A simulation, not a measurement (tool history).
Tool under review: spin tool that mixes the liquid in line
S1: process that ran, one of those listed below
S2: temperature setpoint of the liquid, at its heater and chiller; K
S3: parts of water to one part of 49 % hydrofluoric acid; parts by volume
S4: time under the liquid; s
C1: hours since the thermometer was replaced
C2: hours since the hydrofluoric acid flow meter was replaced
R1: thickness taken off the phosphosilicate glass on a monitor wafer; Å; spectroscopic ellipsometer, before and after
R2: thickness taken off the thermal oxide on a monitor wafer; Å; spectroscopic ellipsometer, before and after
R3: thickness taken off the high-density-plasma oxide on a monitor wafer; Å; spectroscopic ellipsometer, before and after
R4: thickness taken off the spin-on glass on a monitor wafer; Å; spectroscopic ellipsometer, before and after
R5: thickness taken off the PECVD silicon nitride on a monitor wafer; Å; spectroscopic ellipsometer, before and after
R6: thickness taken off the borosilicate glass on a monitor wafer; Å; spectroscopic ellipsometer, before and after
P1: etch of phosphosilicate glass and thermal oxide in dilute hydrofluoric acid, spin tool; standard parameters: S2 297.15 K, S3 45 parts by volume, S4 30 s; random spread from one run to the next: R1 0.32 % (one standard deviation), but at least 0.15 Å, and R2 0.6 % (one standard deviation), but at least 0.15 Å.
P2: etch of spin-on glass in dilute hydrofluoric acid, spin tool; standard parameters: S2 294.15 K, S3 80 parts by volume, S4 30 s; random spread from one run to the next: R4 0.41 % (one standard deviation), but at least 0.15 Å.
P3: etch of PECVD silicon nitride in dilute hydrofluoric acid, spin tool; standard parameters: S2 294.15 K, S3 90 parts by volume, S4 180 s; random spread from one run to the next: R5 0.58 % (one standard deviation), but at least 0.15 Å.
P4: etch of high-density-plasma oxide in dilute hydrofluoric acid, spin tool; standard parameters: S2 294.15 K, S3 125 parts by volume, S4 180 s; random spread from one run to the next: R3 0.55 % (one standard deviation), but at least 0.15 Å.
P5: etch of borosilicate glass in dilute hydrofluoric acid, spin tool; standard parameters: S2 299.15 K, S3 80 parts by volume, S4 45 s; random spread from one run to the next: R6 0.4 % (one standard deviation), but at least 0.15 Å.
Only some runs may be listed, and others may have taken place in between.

| run | hour | S1 | S2 | S3 | S4 | C1 | C2 | R1 | R2 | R3 | R4 | R5 | R6 |
|---|---|---|---|---|---|---|---|---|---|---|---|---|---|
| 1 | 2.0 | P1 | 297.15 | 45 | 30 | 466.2 | 222.6 | 1481.10 | 33.938 |  |  |  |  |
| 2 | 5.5 | P4 | 294.15 | 55 | 180 | 469.7 | 226.1 |  |  | 154.7400 |  |  |  |
| 3 | 9.5 | P2 | 294.15 | 35 | 30 | 473.7 | 230.1 |  |  |  | 439.340 |  |  |
| 4 | 13.9 | P1 | 297.15 | 45 | 30 | 478.1 | 234.5 | 1476.90 | 33.733 |  |  |  |  |
| 5 | 17.6 | P1 | 297.15 | 70 | 30 | 481.8 | 238.2 | 923.24 | 21.550 |  |  |  |  |
|  | 20.7 | hydrofluoric acid flow meter replaced |
| 6 | 21.9 | P4 | 294.15 | 125 | 15 | 486.1 | 1.2 |  |  | 4.7461 |  |  |  |
| 7 | 24.1 | P3 | 294.15 | 90 | 75 | 488.3 | 3.4 |  |  |  |  | 15.326 |  |
| 8 | 26.5 | P1 | 292.15 | 45 | 30 | 490.7 | 5.8 | 1201.50 | 27.813 |  |  |  |  |
| 9 | 30.0 | P1 | 297.15 | 45 | 15 | 494.2 | 9.3 | 747.31 | 16.639 |  |  |  |  |
| 10 | 34.2 | P1 | 290.15 | 25 | 30 | 498.4 | 13.5 | 2037.30 | 46.478 |  |  |  |  |
| 11 | 37.6 | P4 | 302.15 | 125 | 180 | 501.8 | 16.9 |  |  | 84.3330 |  |  |  |
| 12 | 41.9 | P1 | 304.65 | 45 | 30 | 506.1 | 21.2 | 2007.50 | 46.177 |  |  |  |  |
| 13 | 44.8 | P1 | 297.15 | 45 | 60 | 509.0 | 24.1 | 2972.10 | 67.868 |  |  |  |  |
| 14 | 48.1 | P1 | 297.15 | 30 | 30 | 512.3 | 27.4 | 2263.30 | 52.596 |  |  |  |  |
| 15 | 51.9 | P4 | 294.15 | 125 | 180 | 516.1 | 31.2 |  |  | 62.3770 |  |  |  |
| 16 | 54.4 | P5 | 299.15 | 80 | 15 | 518.6 | 33.7 |  |  |  |  |  | 56.505 |
| 17 | 56.4 | P1 | 297.15 | 45 | 30 | 520.6 | 35.7 | 1490.00 | 33.817 |  |  |  |  |
| 18 | 60.0 | P5 | 299.15 | 80 | 45 | 524.2 | 39.3 |  |  |  |  |  | 170.100 |
| 19 | 63.7 | P1 | 297.15 | 70 | 55 | 527.9 | 43.0 | 1688.20 | 38.810 |  |  |  |  |
| 20 | 68.0 | P1 | 297.15 | 45 | 30 | 532.2 | 47.3 | 1477.80 | 34.371 |  |  |  |  |
| 21 | 71.8 | P3 | 294.15 | 90 | 180 | 536.0 | 51.1 |  |  |  |  | 36.050 |  |
| 22 | 74.6 | P1 | 297.15 | 70 | 15 | 538.8 | 53.9 | 463.14 | 10.617 |  |  |  |  |
| 23 | 78.8 | P5 | 294.65 | 80 | 45 | 543.0 | 58.1 |  |  |  |  |  | 141.070 |
| 24 | 82.5 | P5 | 299.15 | 45 | 45 | 546.7 | 61.8 |  |  |  |  |  | 318.130 |
| 25 | 85.7 | P1 | 297.15 | 45 | 30 | 549.9 | 65.0 | 1481.40 | 34.046 |  |  |  |  |
| 26 | 89.1 | P2 | 294.15 | 80 | 15 | 553.3 | 68.4 |  |  |  | 90.488 |  |  |
| 27 | 93.4 | P3 | 294.15 | 25 | 180 | 557.6 | 72.7 |  |  |  |  | 126.940 |  |
| 28 | 96.2 | P2 | 302.15 | 80 | 30 | 560.4 | 75.5 |  |  |  | 250.810 |  |  |
| 29 | 98.6 | P2 | 294.15 | 80 | 30 | 562.8 | 77.9 |  |  |  | 181.280 |  |  |
| 30 | 102.9 | P3 | 290.15 | 90 | 180 | 567.1 | 82.2 |  |  |  |  | 27.488 |  |
| 31 | 105.6 | P1 | 297.15 | 45 | 30 | 569.8 | 84.9 | 1488.00 | 34.067 |  |  |  |  |
| 32 | 109.0 | P1 | 297.15 | 45 | 30 | 573.2 | 88.3 | 1428.60 | 32.933 |  |  |  |  |
| 33 | 112.8 | P1 | 297.15 | 45 | 30 | 577.0 | 92.1 | 1384.90 | 31.703 |  |  |  |  |
| 34 | 114.8 | P1 | 297.15 | 45 | 30 | 579.0 | 94.1 | 1372.90 | 31.587 |  |  |  |  |
| 35 | 117.0 | P1 | 297.15 | 45 | 30 | 581.2 | 96.3 | 1364.40 | 31.253 |  |  |  |  |
| 36 | 119.6 | P1 | 297.15 | 45 | 30 | 583.8 | 98.9 | 1360.60 | 31.180 |  |  |  |  |
| 37 | 121.9 | P1 | 297.15 | 45 | 30 | 586.1 | 101.2 | 1346.90 | 30.797 |  |  |  |  |
| 38 | 124.6 | P1 | 297.15 | 45 | 30 | 588.8 | 103.9 | 1347.40 | 30.815 |  |  |  |  |
| 39 | 127.1 | P1 | 297.15 | 45 | 30 | 591.3 | 106.4 | 1345.80 | 30.607 |  |  |  |  |
| 40 | 129.5 | P1 | 297.15 | 45 | 30 | 593.7 | 108.8 | 1350.70 | 30.771 |  |  |  |  |

Something has made what P1 gives creep away from where it was; the 2 causes below, each at its own stated size, fit the log equally well:
A: hydrofluoric acid flow below the setpoint (%) = 8.62
B: liquid colder than its thermometer reads (K) = 2.3
The process output started creeping at around hour 105.6.

Consider the 4 single-wafer check runs listed below, results given as question marks: which one distinguishes between the causes by giving clearly different results for each?
| check 1 | 131.9 | P4 | 294.15 | 125 | 180 |  |  |  |  | ? |  |  |  |
| check 2 | 131.9 | P2 | 294.15 | 80 | 30 |  |  |  |  |  | ? |  |  |
| check 3 | 131.9 | P5 | 299.15 | 80 | 45 |  |  |  |  |  |  |  | ? |
| check 4 | 131.9 | P3 | 294.15 | 90 | 180 |  |  |  |  |  |  | ? |  |

If the cause were each of the candidates in turn, the checks would give the following:
| check | result | if A | if B |
|---|---|---|---|
| check 1 | R3 | 56.1470 | 56.7070 |
| check 2 | R4 | 164.380 | 164.900 |
| check 3 | R6 | 154.150 | 155.440 |
| check 4 | R5 | 33.228 | 31.007 |
Per-check spread between the two closest causes, in the result where they differ most: check 1 0.99 %; check 2 0.32 %; check 3 0.84 %; check 4 6.92 %
Only check 4 tells the causes apart: in the others they would give nearly the same result.

Check 4 was then run and gave: R5 33.137 Å. Which cause is it?

It is A: hydrofluoric acid flow below the setpoint (%).
